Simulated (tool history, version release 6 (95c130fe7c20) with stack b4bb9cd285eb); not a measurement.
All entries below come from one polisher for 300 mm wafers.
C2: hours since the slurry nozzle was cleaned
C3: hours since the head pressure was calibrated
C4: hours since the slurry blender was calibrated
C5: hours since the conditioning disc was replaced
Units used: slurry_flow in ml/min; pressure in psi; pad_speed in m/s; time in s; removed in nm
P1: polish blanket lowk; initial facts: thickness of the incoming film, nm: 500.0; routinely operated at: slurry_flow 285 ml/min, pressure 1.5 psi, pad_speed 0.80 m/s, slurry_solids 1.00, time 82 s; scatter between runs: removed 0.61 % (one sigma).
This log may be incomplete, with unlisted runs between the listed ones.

Run 1, hour 4.2: slurry_flow 285 ml/min, pressure 1.5 psi, pad_speed 0.80 m/s, slurry_solids 1.00, time 82 s; wafers polished on this pad 582; C2 308.8; C3 237.6; C4 82.1; C5 82.7. Result: removed 25.683 nm.
Run 2, hour 6.8: slurry_flow 285 ml/min, pressure 1.5 psi, pad_speed 0.80 m/s, slurry_solids 1.00, time 82 s; wafers polished on this pad 607; C2 311.4; C3 240.2; C4 84.7; C5 85.3. Result: removed 25.756 nm.
Run 3, hour 9.7: slurry_flow 285 ml/min, pressure 0.7 psi, pad_speed 0.80 m/s, slurry_solids 1.00, time 82 s; wafers polished on this pad 634; C2 314.3; C3 243.1; C4 87.6; C5 88.2. Result: removed 12.110 nm.
Run 4, hour 14.4: slurry_flow 285 ml/min, pressure 1.5 psi, pad_speed 0.58 m/s, slurry_solids 1.00, time 82 s; wafers polished on this pad 679; C2 319.0; C3 247.8; C4 92.3; C5 92.9. Result: removed 19.879 nm.
Run 5, hour 17.9: slurry_flow 285 ml/min, pressure 1.5 psi, pad_speed 0.80 m/s, slurry_solids 0.65, time 82 s; wafers polished on this pad 713; C2 322.5; C3 251.3; C4 95.8; C5 96.4. Result: removed 20.666 nm.
Run 6, hour 20.3: slurry_flow 285 ml/min, pressure 1.5 psi, pad_speed 0.80 m/s, slurry_solids 1.00, time 82 s; wafers polished on this pad 735; C2 324.9; C3 253.7; C4 98.2; C5 98.8. Result: removed 25.397 nm.
Run 7, hour 22.6: slurry_flow 285 ml/min, pressure 1.5 psi, pad_speed 0.80 m/s, slurry_solids 1.00, time 82 s; wafers polished on this pad 757; C2 327.2; C3 256.0; C4 100.5; C5 101.1. Result: removed 25.730 nm.
Run 8, hour 25.4: slurry_flow 285 ml/min, pressure 1.5 psi, pad_speed 0.80 m/s, slurry_solids 1.00, time 82 s; wafers polished on this pad 784; C2 330.0; C3 258.8; C4 103.3; C5 103.9. Result: removed 25.791 nm.
Run 9, hour 27.6: slurry_flow 285 ml/min, pressure 1.5 psi, pad_speed 0.80 m/s, slurry_solids 1.00, time 41 s; wafers polished on this pad 805; C2 332.2; C3 261.0; C4 105.5; C5 106.1. Result: removed 12.799 nm.
Run 10, hour 31.1: slurry_flow 285 ml/min, pressure 2.3 psi, pad_speed 0.80 m/s, slurry_solids 1.00, time 126 s; wafers polished on this pad 838; C2 335.7; C3 264.5; C4 109.0; C5 109.6. Result: removed 59.951 nm.
Run 11, hour 35.8: slurry_flow 190 ml/min, pressure 1.5 psi, pad_speed 0.80 m/s, slurry_solids 1.00, time 82 s; wafers polished on this pad 883; C2 340.4; C3 269.2; C4 113.7; C5 114.3. Result: removed 24.347 nm.
Run 12, hour 38.2: slurry_flow 285 ml/min, pressure 2.2 psi, pad_speed 0.80 m/s, slurry_solids 1.00, time 82 s; wafers polished on this pad 906; C2 342.8; C3 271.6; C4 116.1; C5 116.7. Result: removed 37.668 nm.
Run 13, hour 42.0: slurry_flow 285 ml/min, pressure 1.5 psi, pad_speed 0.80 m/s, slurry_solids 1.00, time 82 s; wafers polished on this pad 942; C2 346.6; C3 275.4; C4 119.9; C5 120.5. Result: removed 25.618 nm.
Run 14, hour 46.5: slurry_flow 285 ml/min, pressure 1.5 psi, pad_speed 0.80 m/s, slurry_solids 1.00, time 82 s; wafers polished on this pad 985; C2 351.1; C3 279.9; C4 124.4; C5 125.0. Result: removed 25.657 nm.
Run 15, hour 49.9: slurry_flow 285 ml/min, pressure 1.5 psi, pad_speed 0.80 m/s, slurry_solids 1.30, time 82 s; wafers polished on this pad 1018; C2 354.5; C3 283.3; C4 127.8; C5 128.4. Result: removed 28.256 nm.
Run 16, hour 53.1: slurry_flow 285 ml/min, pressure 1.5 psi, pad_speed 0.80 m/s, slurry_solids 1.00, time 106 s; wafers polished on this pad 1048; C2 357.7; C3 286.5; C4 131.0; C5 131.6. Result: removed 33.468 nm.

Expected results for the next run?
Run 17, hour 55.7: slurry_flow 285 ml/min, pressure 1.5 psi, pad_speed 1.02 m/s, slurry_solids 1.00, time 43 s; wafers polished on this pad 1073; C2 360.3; C3 289.1; C4 133.6; C5 134.2. Result: removed ?.

Run 17 produced removed 16.299 nm.
